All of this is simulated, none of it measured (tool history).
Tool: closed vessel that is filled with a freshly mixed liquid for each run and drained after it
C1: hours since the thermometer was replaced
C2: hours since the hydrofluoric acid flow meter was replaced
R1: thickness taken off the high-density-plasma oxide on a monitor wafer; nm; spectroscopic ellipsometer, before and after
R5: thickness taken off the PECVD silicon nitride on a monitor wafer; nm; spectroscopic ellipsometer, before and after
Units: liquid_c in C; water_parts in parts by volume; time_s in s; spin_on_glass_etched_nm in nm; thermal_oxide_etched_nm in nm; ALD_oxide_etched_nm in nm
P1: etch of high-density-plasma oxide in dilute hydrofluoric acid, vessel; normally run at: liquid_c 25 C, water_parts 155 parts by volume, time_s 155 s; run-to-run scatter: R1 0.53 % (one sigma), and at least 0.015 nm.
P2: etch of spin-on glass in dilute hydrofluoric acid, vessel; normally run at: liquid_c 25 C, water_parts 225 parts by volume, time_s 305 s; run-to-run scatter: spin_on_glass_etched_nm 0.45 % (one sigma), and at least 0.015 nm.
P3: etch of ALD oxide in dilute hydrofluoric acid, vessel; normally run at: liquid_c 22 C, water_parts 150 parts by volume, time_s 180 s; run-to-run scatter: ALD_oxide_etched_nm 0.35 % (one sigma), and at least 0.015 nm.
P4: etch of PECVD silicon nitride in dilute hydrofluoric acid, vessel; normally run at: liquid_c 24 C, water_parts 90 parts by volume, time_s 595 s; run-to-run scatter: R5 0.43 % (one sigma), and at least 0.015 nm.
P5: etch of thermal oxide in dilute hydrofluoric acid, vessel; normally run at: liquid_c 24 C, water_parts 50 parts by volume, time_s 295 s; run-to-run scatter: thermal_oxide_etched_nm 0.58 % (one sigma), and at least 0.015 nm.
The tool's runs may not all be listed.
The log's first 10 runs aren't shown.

Run 11, hour 66.1: process P1, liquid_c 25 C, water_parts 155 parts by volume, time_s 155 s; C1 1369.9; C2 651.1. Result: R1 5.0061 nm.
Run 12, hour 72.3: process P4, liquid_c 24 C, water_parts 125 parts by volume, time_s 595 s; C1 1376.1; C2 657.3. Result: R5 26.596 nm.
Run 13, hour 80: process P3, liquid_c 27 C, water_parts 150 parts by volume, time_s 180 s; C1 1383.8; C2 665. Result: ALD_oxide_etched_nm 27.697 nm.
Run 14, hour 85.8: process P3, liquid_c 22 C, water_parts 50 parts by volume, time_s 180 s; C1 1389.6; C2 670.8. Result: ALD_oxide_etched_nm 76.902 nm.
Run 15, hour 92.6: process P1, liquid_c 19.5 C, water_parts 155 parts by volume, time_s 155 s; C1 1396.4; C2 677.6. Result: R1 4.025 nm.
Run 16, hour 97.9: process P3, liquid_c 22 C, water_parts 150 parts by volume, time_s 55 s; C1 1401.7; C2 682.9. Result: ALD_oxide_etched_nm 7.0144 nm.
Run 17, hour 105.2: process P2, liquid_c 25 C, water_parts 395 parts by volume, time_s 305 s; C1 1409; C2 690.2. Result: spin_on_glass_etched_nm 18.821 nm.
Run 18, hour 112.5: process P1, liquid_c 25 C, water_parts 155 parts by volume, time_s 155 s; C1 1416.3; C2 697.5. Result: R1 5.0682 nm.
Run 19, hour 119.9: process P1, liquid_c 31.5 C, water_parts 155 parts by volume, time_s 155 s; C1 1423.7; C2 704.9. Result: R1 6.4163 nm.
Run 20, hour 126.7: process P1, liquid_c 25 C, water_parts 155 parts by volume, time_s 155 s; C1 1430.5; C2 711.7. Result: R1 4.998 nm.
Run 21, hour 133.5: process P1, liquid_c 25 C, water_parts 255 parts by volume, time_s 155 s; C1 1437.3; C2 718.5. Result: R1 2.7244 nm.
Run 22, hour 141.6: process P4, liquid_c 24 C, water_parts 90 parts by volume, time_s 595 s; C1 1445.4; C2 726.6. Result: R5 36.965 nm.

The next listed run, before its measurement:
Run 23, hour 147.6: process P4, liquid_c 17 C, water_parts 90 parts by volume, time_s 595 s; C1 1451.4; C2 732.6. Result: R5 ?.

R5: 22.879 nm
